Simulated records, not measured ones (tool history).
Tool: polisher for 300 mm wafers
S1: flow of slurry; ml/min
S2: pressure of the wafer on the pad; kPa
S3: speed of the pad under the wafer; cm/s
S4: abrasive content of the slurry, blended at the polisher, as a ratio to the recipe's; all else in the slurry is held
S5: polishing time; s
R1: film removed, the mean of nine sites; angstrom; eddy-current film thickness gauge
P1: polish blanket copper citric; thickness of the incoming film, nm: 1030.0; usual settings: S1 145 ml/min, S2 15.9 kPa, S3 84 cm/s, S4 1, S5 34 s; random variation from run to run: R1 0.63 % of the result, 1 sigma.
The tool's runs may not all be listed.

Run 1, day 0.438: S1 145 ml/min, S2 15.9 kPa, S3 84 cm/s, S4 1, S5 34 s. Result: R1 607.61 angstrom.
Run 2, day 0.925: S1 220 ml/min, S2 15.9 kPa, S3 126 cm/s, S4 1, S5 34 s. Result: R1 951.78 angstrom.
Run 3, day 1.471: S1 145 ml/min, S2 15.9 kPa, S3 84 cm/s, S4 1, S5 34 s. Result: R1 603.44 angstrom.
Run 4, day 1.871: S1 145 ml/min, S2 15.9 kPa, S3 84 cm/s, S4 1, S5 34 s. Result: R1 597.4 angstrom.
Run 5, day 2.417: S1 145 ml/min, S2 24.8 kPa, S3 84 cm/s, S4 1, S5 34 s. Result: R1 924.4 angstrom.
Run 6, day 2.812: S1 145 ml/min, S2 15.9 kPa, S3 84 cm/s, S4 1, S5 34 s. Result: R1 606.47 angstrom.
Run 7, day 3.25: S1 145 ml/min, S2 9 kPa, S3 84 cm/s, S4 1, S5 34 s. Result: R1 347.72 angstrom.
Run 8, day 3.729: S1 145 ml/min, S2 15.9 kPa, S3 84 cm/s, S4 0.8, S5 34 s. Result: R1 575.08 angstrom.
At day 4.062: slurry blender recalibrated.
Run 9, day 4.271: S1 215 ml/min, S2 21.4 kPa, S3 84 cm/s, S4 1, S5 34 s. Result: R1 859.08 angstrom.
Run 10, day 4.533: S1 145 ml/min, S2 15.9 kPa, S3 84 cm/s, S4 1, S5 49 s. Result: R1 862.24 angstrom.
Run 11, day 4.871: S1 145 ml/min, S2 15.9 kPa, S3 38 cm/s, S4 1, S5 34 s. Result: R1 282.78 angstrom.
Run 12, day 5.425: S1 145 ml/min, S2 15.9 kPa, S3 84 cm/s, S4 1.5, S5 34 s. Result: R1 662.57 angstrom.
Run 13, day 5.842: S1 85 ml/min, S2 15.9 kPa, S3 84 cm/s, S4 1, S5 34 s. Result: R1 535.83 angstrom.
At day 6.012: head pressure recalibrated.
Run 14, day 6.333: S1 145 ml/min, S2 15.9 kPa, S3 84 cm/s, S4 1, S5 22 s. Result: R1 386.22 angstrom.
Run 15, day 6.825: S1 200 ml/min, S2 15.9 kPa, S3 84 cm/s, S4 1, S5 43 s. Result: R1 799.14 angstrom.
Run 16, day 7.208: S1 200 ml/min, S2 15.9 kPa, S3 84 cm/s, S4 1, S5 34 s. Result: R1 637.92 angstrom.
Run 17, day 7.454: S1 145 ml/min, S2 15.9 kPa, S3 130 cm/s, S4 1, S5 34 s. Result: R1 922.96 angstrom.
Run 18, day 7.712: S1 145 ml/min, S2 15.9 kPa, S3 84 cm/s, S4 1, S5 34 s. Result: R1 601.5 angstrom.
Run 19, day 8.033: S1 145 ml/min, S2 15.9 kPa, S3 84 cm/s, S4 1, S5 34 s. Result: R1 586.7 angstrom.
Run 20, day 8.529: S1 145 ml/min, S2 15.9 kPa, S3 84 cm/s, S4 1, S5 34 s. Result: R1 568.12 angstrom.
Run 21, day 9.017: S1 145 ml/min, S2 15.9 kPa, S3 84 cm/s, S4 1, S5 34 s. Result: R1 561.27 angstrom.
Run 22, day 9.5: S1 145 ml/min, S2 15.9 kPa, S3 84 cm/s, S4 1, S5 34 s. Result: R1 553.91 angstrom.
At day 9.625: worn pad replaced by a new one.
At day 9.867: slurry blender recalibrated.
Run 23, day 9.871: S1 145 ml/min, S2 15.9 kPa, S3 84 cm/s, S4 1, S5 34 s. Result: R1 559.09 angstrom.
Run 24, day 10.246: S1 145 ml/min, S2 15.9 kPa, S3 84 cm/s, S4 1, S5 34 s. Result: R1 547.61 angstrom.
Run 25, day 10.579: S1 145 ml/min, S2 15.9 kPa, S3 84 cm/s, S4 1, S5 34 s. Result: R1 560 angstrom.
Run 26, day 11.004: S1 145 ml/min, S2 15.9 kPa, S3 84 cm/s, S4 1, S5 34 s. Result: R1 558.05 angstrom.

What P1 gives has crept away from where it was. These 2 causes fit the log equally well, each at the size given:
A: slurry flow missing at the pad, % = 31.4
B: head's pressure below its setpoint, % = 7.92
The creep began at about day 7.712.
Why every other cause is out:
removal rate lost through wear of the pad, %: serviced at day 9.625, which brought nothing back
abrasive missing from the slurry, %: serviced at day 9.867, which brought nothing back

4 check runs are offered, one wafer each, their results left as question marks. Which one tells the causes apart?
Run check 1, day 11.429: S1 145 ml/min, S2 15.9 kPa, S3 44 cm/s, S4 1, S5 34 s. Result: R1 ?.
Run check 2, day 11.429: S1 145 ml/min, S2 15.9 kPa, S3 118 cm/s, S4 1.2, S5 34 s. Result: R1 ?.
Run check 3, day 11.429: S1 145 ml/min, S2 15.9 kPa, S3 106 cm/s, S4 1, S5 34 s. Result: R1 ?.
Run check 4, day 11.429: S1 85 ml/min, S2 15.9 kPa, S3 84 cm/s, S4 1, S5 34 s. Result: R1 ?.

What each check would give under each cause:
  check  result    if A    if B
check 1      R1  300.86  301.68
check 2      R1   803.5  802.84
check 3      R1  695.93  695.53
check 4      R1  469.72  492.31
How far apart the two closest causes lie, in the result that separates them most: check 1 0.27 %; check 2 0.08 %; check 3 0.06 %; check 4 4.7 %
Only check 4 tells the causes apart: in the others they would give nearly the same result.

Then check 4 was run and gave: R1 486.37 angstrom. Which cause is it?

It is B: head's pressure below its setpoint, %.
